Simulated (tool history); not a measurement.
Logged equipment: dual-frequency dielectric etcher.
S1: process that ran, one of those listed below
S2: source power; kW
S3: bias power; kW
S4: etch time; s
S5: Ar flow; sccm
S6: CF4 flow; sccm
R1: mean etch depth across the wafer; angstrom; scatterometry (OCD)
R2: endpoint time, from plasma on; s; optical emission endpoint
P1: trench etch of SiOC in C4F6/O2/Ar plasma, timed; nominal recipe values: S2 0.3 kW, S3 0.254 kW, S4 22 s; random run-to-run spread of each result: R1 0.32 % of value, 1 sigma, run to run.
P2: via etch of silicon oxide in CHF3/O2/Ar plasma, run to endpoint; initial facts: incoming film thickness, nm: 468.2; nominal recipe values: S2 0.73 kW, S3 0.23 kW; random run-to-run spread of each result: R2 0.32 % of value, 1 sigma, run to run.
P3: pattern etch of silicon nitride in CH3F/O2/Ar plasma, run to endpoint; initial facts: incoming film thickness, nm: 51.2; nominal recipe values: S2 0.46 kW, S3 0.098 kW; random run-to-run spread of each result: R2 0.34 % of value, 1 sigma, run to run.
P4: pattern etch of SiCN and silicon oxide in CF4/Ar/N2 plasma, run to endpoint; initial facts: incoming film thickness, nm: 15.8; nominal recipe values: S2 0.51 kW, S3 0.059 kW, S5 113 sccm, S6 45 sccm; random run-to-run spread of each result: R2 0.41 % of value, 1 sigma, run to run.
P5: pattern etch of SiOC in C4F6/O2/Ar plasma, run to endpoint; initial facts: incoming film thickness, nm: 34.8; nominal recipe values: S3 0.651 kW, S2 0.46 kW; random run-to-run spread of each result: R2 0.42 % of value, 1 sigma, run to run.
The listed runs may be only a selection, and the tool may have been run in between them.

{"run": 1, "day": 0.517, "S1": "P1", "S2": 0.3, "S3": 0.254, "S4": 22, "R1": 463.92}
{"run": 2, "day": 0.996, "S1": "P1", "S2": 0.3, "S3": 0.254, "S4": 22, "R1": 463.48}
{"run": 3, "day": 1.246, "S1": "P2", "S2": 0.73, "S3": 0.23, "R2": 200.83}
{"run": 4, "day": 1.721, "S1": "P3", "S2": 0.46, "S3": 0.078, "R2": 67.013}
{"run": 5, "day": 1.958, "S1": "P1", "S2": 0.3, "S3": 0.254, "S4": 15, "R1": 314.17}
{"run": 6, "day": 2.4, "S1": "P2", "S2": 0.87, "S3": 0.23, "R2": 186.8}
{"run": 7, "day": 2.717, "S1": "P3", "S2": 0.46, "S3": 0.098, "R2": 62.136}
{"run": 8, "day": 2.996, "S1": "P1", "S2": 0.3, "S3": 0.156, "S4": 27, "R1": 485.49}
{"day": 3.229, "done": "source power generator calibrated"}
{"run": 9, "day": 3.4, "S1": "P1", "S2": 0.3, "S3": 0.176, "S4": 22, "R1": 410.98}
{"run": 10, "day": 3.833, "S1": "P3", "S2": 0.65, "S3": 0.098, "R2": 54.582}
{"run": 11, "day": 4.121, "S1": "P5", "S2": 0.46, "S3": 0.651, "R2": 10.134}
{"run": 12, "day": 4.408, "S1": "P2", "S2": 0.73, "S3": 0.316, "R2": 179.43}
{"run": 13, "day": 4.767, "S1": "P3", "S2": 0.46, "S3": 0.098, "R2": 62.099}
{"run": 14, "day": 5.275, "S1": "P1", "S2": 0.3, "S3": 0.254, "S4": 22, "R1": 460.96}
{"run": 15, "day": 5.512, "S1": "P4", "S2": 0.72, "S3": 0.059, "S5": 113, "S6": 45, "R2": 14.668}
{"run": 16, "day": 5.767, "S1": "P4", "S2": 0.51, "S3": 0.059, "S5": 113, "S6": 45, "R2": 19.978}
{"run": 17, "day": 6.062, "S1": "P1", "S2": 0.3, "S3": 0.254, "S4": 22, "R1": 463.19}
{"run": 18, "day": 6.429, "S1": "P2", "S2": 0.73, "S3": 0.23, "R2": 200.08}
{"run": 19, "day": 6.708, "S1": "P5", "S2": 0.46, "S3": 0.395, "R2": 12.232}
{"run": 20, "day": 7.121, "S1": "P5", "S2": 0.63, "S3": 0.651, "R2": 9.0497}
{"run": 21, "day": 7.417, "S1": "P1", "S2": 0.3, "S3": 0.254, "S4": 28.5, "R1": 601.54}
{"run": 22, "day": 7.846, "S1": "P1", "S2": 0.3, "S3": 0.254, "S4": 22, "R1": 462.74}
{"run": 23, "day": 8.225, "S1": "P4", "S2": 0.51, "S3": 0.037, "S5": 113, "S6": 45, "R2": 23.331}
{"run": 24, "day": 8.742, "S1": "P1", "S2": 0.3, "S3": 0.254, "S4": 22, "R1": 463.35}
{"run": 25, "day": 9.267, "S1": "P4", "S2": 0.51, "S3": 0.059, "S5": 113, "S6": 63, "R2": 18.763}
{"run": 26, "day": 9.717, "S1": "P1", "S2": 0.43, "S3": 0.254, "S4": 22, "R1": 530.1}
{"run": 27, "day": 10.017, "S1": "P1", "S2": 0.22, "S3": 0.254, "S4": 22, "R1": 410.13}
{"run": 28, "day": 10.479, "S1": "P1", "S2": 0.3, "S3": 0.326, "S4": 22, "R1": 510.94}
{"run": 29, "day": 10.979, "S1": "P1", "S2": 0.3, "S3": 0.254, "S4": 22, "R1": 466.38}
{"run": 30, "day": 11.408, "S1": "P4", "S2": 0.51, "S3": 0.059, "S5": 85, "S6": 45, "R2": 19.101}
{"run": 31, "day": 11.675, "S1": "P1", "S2": 0.3, "S3": 0.254, "S4": 22, "R1": 463.82}
{"run": 32, "day": 11.929, "S1": "P1", "S2": 0.3, "S3": 0.254, "S4": 22, "R1": 461.01}
{"run": 33, "day": 12.367, "S1": "P1", "S2": 0.3, "S3": 0.254, "S4": 22, "R1": 459.54}
{"day": 12.6, "done": "wet clean of the chamber"}
{"run": 34, "day": 12.612, "S1": "P1", "S2": 0.3, "S3": 0.254, "S4": 22, "R1": 460.68}
{"run": 35, "day": 13.117, "S1": "P1", "S2": 0.3, "S3": 0.254, "S4": 22, "R1": 459.82}
{"run": 36, "day": 13.367, "S1": "P1", "S2": 0.3, "S3": 0.254, "S4": 22, "R1": 454.91}
{"run": 37, "day": 13.779, "S1": "P1", "S2": 0.3, "S3": 0.254, "S4": 22, "R1": 457.26}
{"run": 38, "day": 14.3, "S1": "P1", "S2": 0.3, "S3": 0.254, "S4": 22, "R1": 452.94}

P1 has crept away from where it was. The log is fitted equally well by each of these 2 causes, at the sizes shown:
A: source power that arrives under what is set, % = 4.13
B: bias power that arrives under what is set, % = 4.54
The process output started creeping at around day 11.675.
Why every other cause is out:
chamber walls in a state that lowers the etch rate, %: serviced at day 12.6, after the drift had started, without restoring the earlier output

Of the 4 check runs below, each run on 2 wafers with the results averaged and each result still a question mark, which one would tell the listed causes apart?
{"run": "check 1", "day": 14.821, "S1": "P4", "S2": 0.51, "S3": 0.04, "S5": 113, "S6": 63, "R2": "?"}
{"run": "check 2", "day": 14.821, "S1": "P2", "S2": 0.73, "S3": 0.308, "R2": "?"}
{"run": "check 3", "day": 14.821, "S1": "P5", "S2": 0.46, "S3": 0.4, "R2": "?"}
{"run": "check 4", "day": 14.821, "S1": "P3", "S2": 0.6, "S3": 0.098, "R2": "?"}

Expected result of each check under each candidate cause:
check=check_1 result=R2 if_A=22.033 if_B=21.513
check=check_2 result=R2 if_A=183.55 if_B=183.78
check=check_3 result=R2 if_A=12.383 if_B=12.393
check=check_4 result=R2 if_A=57.025 if_B=57.059
Minimum pairwise separation of causes per check, each pair taken at its best-separating result: check 1 2.39 %; check 2 0.12 %; check 3 0.08 %; check 4 0.06 %
Check 1 distinguishes between the causes, while the remaining checks would return nearly the same result for all of them.

Running check 1 produced the following: R2 21.92 s. Which one of the listed causes fits?

It is A: source power that arrives under what is set, %.
